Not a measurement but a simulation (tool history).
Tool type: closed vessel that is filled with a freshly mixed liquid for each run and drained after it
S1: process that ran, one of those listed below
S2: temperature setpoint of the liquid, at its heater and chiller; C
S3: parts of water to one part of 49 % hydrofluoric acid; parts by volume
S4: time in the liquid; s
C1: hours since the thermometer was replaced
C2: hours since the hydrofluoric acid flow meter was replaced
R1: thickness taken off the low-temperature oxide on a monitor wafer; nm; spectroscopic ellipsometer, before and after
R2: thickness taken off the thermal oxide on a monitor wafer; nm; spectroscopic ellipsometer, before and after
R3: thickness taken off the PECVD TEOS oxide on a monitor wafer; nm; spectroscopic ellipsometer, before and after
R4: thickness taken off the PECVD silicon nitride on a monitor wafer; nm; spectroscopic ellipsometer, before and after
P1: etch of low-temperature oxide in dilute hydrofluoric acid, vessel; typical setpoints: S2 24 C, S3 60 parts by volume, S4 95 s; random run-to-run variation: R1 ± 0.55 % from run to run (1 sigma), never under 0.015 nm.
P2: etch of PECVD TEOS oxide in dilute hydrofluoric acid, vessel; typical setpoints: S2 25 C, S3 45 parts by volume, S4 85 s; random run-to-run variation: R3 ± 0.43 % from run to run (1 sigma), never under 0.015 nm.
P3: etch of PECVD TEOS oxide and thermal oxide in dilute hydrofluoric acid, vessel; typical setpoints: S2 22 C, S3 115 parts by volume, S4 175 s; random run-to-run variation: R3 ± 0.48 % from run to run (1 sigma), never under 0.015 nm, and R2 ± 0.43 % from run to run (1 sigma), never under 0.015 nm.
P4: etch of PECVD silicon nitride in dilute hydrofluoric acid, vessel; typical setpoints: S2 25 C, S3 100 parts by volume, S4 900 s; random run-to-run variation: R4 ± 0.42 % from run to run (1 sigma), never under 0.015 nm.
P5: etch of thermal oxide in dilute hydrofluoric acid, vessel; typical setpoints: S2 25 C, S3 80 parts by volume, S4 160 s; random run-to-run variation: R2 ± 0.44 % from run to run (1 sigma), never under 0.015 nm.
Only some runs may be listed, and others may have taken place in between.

Run 1, day 0.304: S1 P1, S2 24 C, S3 60 parts by volume, S4 95 s; C1 1184.4; C2 1174.9. Result: R1 29.746 nm.
Run 2, day 0.488: S1 P5, S2 25 C, S3 80 parts by volume, S4 270 s; C1 1188.8; C2 1179.3. Result: R2 17.218 nm.
Run 3, day 0.675: S1 P1, S2 28 C, S3 60 parts by volume, S4 95 s; C1 1193.3; C2 1183.8. Result: R1 35.026 nm.
Run 4, day 0.829: S1 P3, S2 17 C, S3 115 parts by volume, S4 175 s; C1 1197; C2 1187.5. Result: R2 5.2959 nm, R3 10.139 nm.
Run 5, day 1.129: S1 P1, S2 24 C, S3 105 parts by volume, S4 95 s; C1 1204.2; C2 1194.7. Result: R1 15.987 nm.
Run 6, day 1.383: S1 P3, S2 22 C, S3 40 parts by volume, S4 175 s; C1 1210.3; C2 1200.8. Result: R2 20.301 nm, R3 39.033 nm.
Run 7, day 1.638: S1 P1, S2 24 C, S3 60 parts by volume, S4 95 s; C1 1216.4; C2 1206.9. Result: R1 30.257 nm.
Run 8, day 1.808: S1 P3, S2 22 C, S3 115 parts by volume, S4 175 s; C1 1220.5; C2 1211. Result: R2 6.4618 nm, R3 12.45 nm.
Run 9, day 2: S1 P5, S2 17 C, S3 80 parts by volume, S4 160 s; C1 1225.1; C2 1215.6. Result: R2 7.4082 nm.
Run 10, day 2.233: S1 P2, S2 25 C, S3 45 parts by volume, S4 30 s; C1 1230.7; C2 1221.2. Result: R3 8.8384 nm.
Run 11, day 2.538: S1 P5, S2 25 C, S3 125 parts by volume, S4 160 s; C1 1238; C2 1228.5. Result: R2 6.2015 nm.
Run 12, day 2.829: S1 P1, S2 24 C, S3 60 parts by volume, S4 95 s; C1 1245; C2 1235.5. Result: R1 30.3 nm.
Run 13, day 2.996: S1 P1, S2 24 C, S3 60 parts by volume, S4 95 s; C1 1249; C2 1239.5. Result: R1 29.94 nm.
Run 14, day 3.308: S1 P2, S2 25 C, S3 45 parts by volume, S4 85 s; C1 1256.5; C2 1247. Result: R3 25.224 nm.
Run 15, day 3.567: S1 P4, S2 25 C, S3 100 parts by volume, S4 900 s; C1 1262.7; C2 1253.2. Result: R4 16.859 nm.
Run 16, day 3.817: S1 P1, S2 24 C, S3 60 parts by volume, S4 30 s; C1 1268.7; C2 1259.2. Result: R1 9.4681 nm.
Run 17, day 4.146: S1 P2, S2 25 C, S3 65 parts by volume, S4 85 s; C1 1276.6; C2 1267.1. Result: R3 16.834 nm.
Run 18, day 4.317: S1 P1, S2 24 C, S3 60 parts by volume, S4 95 s; C1 1280.7; C2 1271.2. Result: R1 29.873 nm.
Run 19, day 4.529: S1 P4, S2 25 C, S3 100 parts by volume, S4 1415 s; C1 1285.8; C2 1276.3. Result: R4 26.492 nm.
Run 20, day 4.746: S1 P2, S2 32.5 C, S3 45 parts by volume, S4 85 s; C1 1291; C2 1281.5. Result: R3 33.751 nm.
Run 21, day 4.908: S1 P1, S2 24 C, S3 60 parts by volume, S4 95 s; C1 1294.9; C2 1285.4. Result: R1 30.156 nm.
Run 22, day 5.058: S1 P4, S2 25 C, S3 40 parts by volume, S4 900 s; C1 1298.5; C2 1289. Result: R4 41.444 nm.
Run 23, day 5.308: S1 P1, S2 24 C, S3 20 parts by volume, S4 95 s; C1 1304.5; C2 1295. Result: R1 95.108 nm.
Run 24, day 5.575: S1 P5, S2 25 C, S3 80 parts by volume, S4 160 s; C1 1310.9; C2 1301.4. Result: R2 10.328 nm.
Run 25, day 5.792: S1 P1, S2 24 C, S3 60 parts by volume, S4 165 s; C1 1316.1; C2 1306.6. Result: R1 52.104 nm.
Run 26, day 6.008: S1 P1, S2 24 C, S3 60 parts by volume, S4 95 s; C1 1321.3; C2 1311.8. Result: R1 29.823 nm.
Run 27, day 6.254: S1 P5, S2 25 C, S3 80 parts by volume, S4 160 s; C1 1327.2; C2 1317.7. Result: R2 10.237 nm.
Run 28, day 6.583: S1 P3, S2 22 C, S3 115 parts by volume, S4 65 s; C1 1335.1; C2 1325.6. Result: R2 2.3943 nm, R3 4.6025 nm.
Run 29, day 6.817: S1 P1, S2 20 C, S3 60 parts by volume, S4 95 s; C1 1340.7; C2 1331.2. Result: R1 25.341 nm.
Run 30, day 7.071: S1 P2, S2 25 C, S3 45 parts by volume, S4 85 s; C1 1346.8; C2 1337.3. Result: R3 25.213 nm.
Run 31, day 7.279: S1 P4, S2 25 C, S3 100 parts by volume, S4 900 s; C1 1351.8; C2 1342.3. Result: R4 16.927 nm.
Run 32, day 7.479: S1 P1, S2 28.5 C, S3 105 parts by volume, S4 95 s; C1 1356.6; C2 1347.1. Result: R1 18.948 nm.
Run 33, day 7.671: S1 P4, S2 33 C, S3 100 parts by volume, S4 900 s; C1 1361.2; C2 1351.7. Result: R4 27.683 nm.
Run 34, day 7.912: S1 P1, S2 24 C, S3 60 parts by volume, S4 95 s; C1 1367; C2 1357.5. Result: R1 29.901 nm.
Run 35, day 8.075: S1 P1, S2 24 C, S3 60 parts by volume, S4 95 s; C1 1370.9; C2 1361.4. Result: R1 30.995 nm.
Run 36, day 8.354: S1 P1, S2 24 C, S3 60 parts by volume, S4 95 s; C1 1377.6; C2 1368.1. Result: R1 31.889 nm.
Run 37, day 8.558: S1 P1, S2 24 C, S3 60 parts by volume, S4 95 s; C1 1382.5; C2 1373. Result: R1 32.237 nm.
Run 38, day 8.738: S1 P1, S2 24 C, S3 60 parts by volume, S4 95 s; C1 1386.8; C2 1377.3. Result: R1 32.546 nm.
Run 39, day 9.046: S1 P1, S2 24 C, S3 60 parts by volume, S4 95 s; C1 1394.2; C2 1384.7. Result: R1 32.673 nm.
Run 40, day 9.288: S1 P1, S2 24 C, S3 60 parts by volume, S4 95 s; C1 1400; C2 1390.5. Result: R1 32.698 nm.
Run 41, day 9.475: S1 P1, S2 24 C, S3 60 parts by volume, S4 95 s; C1 1404.5; C2 1395. Result: R1 32.668 nm.

What P1 gives has crept off from where it sat before. The 2 causes that follow fit the log equally well, each at the size noted:
A: hydrofluoric acid flow above the setpoint (%) = 8.84
B: liquid hotter than its thermometer reads (K) = 2.26
The creep began at about day 7.912.

Below are 4 check runs, each on a single wafer, with their results shown as question marks. Which of them would tell the listed causes apart, meaning the causes would give clearly different results under it?
Run check 1, day 9.662: S1 P2, S2 32 C, S3 60 parts by volume, S4 85 s. Result: R3 ?.
Run check 2, day 9.662: S1 P4, S2 30.5 C, S3 50 parts by volume, S4 900 s. Result: R4 ?.
Run check 3, day 9.662: S1 P5, S2 21.5 C, S3 120 parts by volume, S4 160 s. Result: R2 ?.
Run check 4, day 9.662: S1 P3, S2 22 C, S3 55 parts by volume, S4 90 s. Result: R2 ?, R3 ?.

Outcome of each check run for each possible cause:
  check  result    if A    if B
check 1      R3  26.629  26.448
check 2      R4  52.128  55.365
check 3      R2  6.2454  6.2057
check 4      R2  8.2086  8.2325
check 4      R3  15.736  15.782
How far apart the two closest causes lie, in the result that separates them most: check 1 0.68 %; check 2 6.02 %; check 3 0.64 %; check 4 0.29 %
The causes can be told apart only by check 2. The other checks would give nearly the same results under each of them.

Check 2 was carried out, with these results: R4 55.238 nm. Which of the listed causes is responsible?

The correct cause is B, namely: liquid hotter than its thermometer reads (K).
